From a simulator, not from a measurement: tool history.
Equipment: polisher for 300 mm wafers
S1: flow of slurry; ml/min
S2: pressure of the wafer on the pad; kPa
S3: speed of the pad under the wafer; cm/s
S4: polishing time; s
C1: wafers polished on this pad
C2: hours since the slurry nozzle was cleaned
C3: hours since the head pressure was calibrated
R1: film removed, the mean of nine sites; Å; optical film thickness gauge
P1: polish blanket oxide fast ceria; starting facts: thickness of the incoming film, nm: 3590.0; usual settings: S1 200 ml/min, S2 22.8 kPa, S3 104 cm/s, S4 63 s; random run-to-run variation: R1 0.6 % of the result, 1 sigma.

Run 1, hour 17.3: S1 200 ml/min, S2 22.8 kPa, S3 104 cm/s, S4 63 s; C1 293; C2 238.9; C3 192.2. Result: R1 14185.0 Å.
Run 2, hour 36.1: S1 200 ml/min, S2 35.9 kPa, S3 104 cm/s, S4 63 s; C1 478; C2 257.7; C3 211.0. Result: R1 22474.0 Å.
Run 3, hour 49.3: S1 200 ml/min, S2 10.3 kPa, S3 104 cm/s, S4 63 s; C1 608; C2 270.9; C3 224.2. Result: R1 6461.0 Å.
Run 4, hour 61.1: S1 200 ml/min, S2 22.8 kPa, S3 104 cm/s, S4 63 s; C1 724; C2 282.7; C3 236.0. Result: R1 14338.0 Å.
Run 5, hour 71.8: S1 200 ml/min, S2 22.8 kPa, S3 146 cm/s, S4 63 s; C1 829; C2 293.4; C3 246.7. Result: R1 19934.0 Å.
Run 6, hour 90.8: S1 200 ml/min, S2 22.8 kPa, S3 104 cm/s, S4 30 s; C1 1016; C2 312.4; C3 265.7. Result: R1 6760.5 Å.
Run 7, hour 99.1: S1 200 ml/min, S2 13.8 kPa, S3 104 cm/s, S4 35 s; C1 1098; C2 320.7; C3 274.0. Result: R1 4735.3 Å.
Run 8, hour 112.2: S1 200 ml/min, S2 22.8 kPa, S3 104 cm/s, S4 63 s; C1 1226; C2 333.8; C3 287.1. Result: R1 14192.0 Å.
Run 9, hour 122.9: S1 200 ml/min, S2 22.8 kPa, S3 104 cm/s, S4 63 s; C1 1332; C2 344.5; C3 297.8. Result: R1 14223.0 Å.
Run 10, hour 131.7: S1 200 ml/min, S2 22.8 kPa, S3 52 cm/s, S4 63 s; C1 1418; C2 353.3; C3 306.6. Result: R1 7119.7 Å.
Run 11, hour 149.2: S1 200 ml/min, S2 22.8 kPa, S3 104 cm/s, S4 95 s; C1 1590; C2 370.8; C3 324.1. Result: R1 21463.0 Å.
At hour 153.2: slurry nozzle cleaned.
Run 12, hour 164.3: S1 280 ml/min, S2 22.8 kPa, S3 104 cm/s, S4 63 s; C1 1739; C2 11.1; C3 339.2. Result: R1 14622.0 Å.
Run 13, hour 178.7: S1 200 ml/min, S2 22.8 kPa, S3 104 cm/s, S4 63 s; C1 1880; C2 25.5; C3 353.6. Result: R1 14271.0 Å.

Run 14 has not been measured yet. What should we expect?
Run 14, hour 195.0: S1 200 ml/min, S2 29.6 kPa, S3 60 cm/s, S4 63 s; C1 2041; C2 41.8; C3 369.9. Result: R1 ?.

Run 14 produced R1 10693.0 Å.

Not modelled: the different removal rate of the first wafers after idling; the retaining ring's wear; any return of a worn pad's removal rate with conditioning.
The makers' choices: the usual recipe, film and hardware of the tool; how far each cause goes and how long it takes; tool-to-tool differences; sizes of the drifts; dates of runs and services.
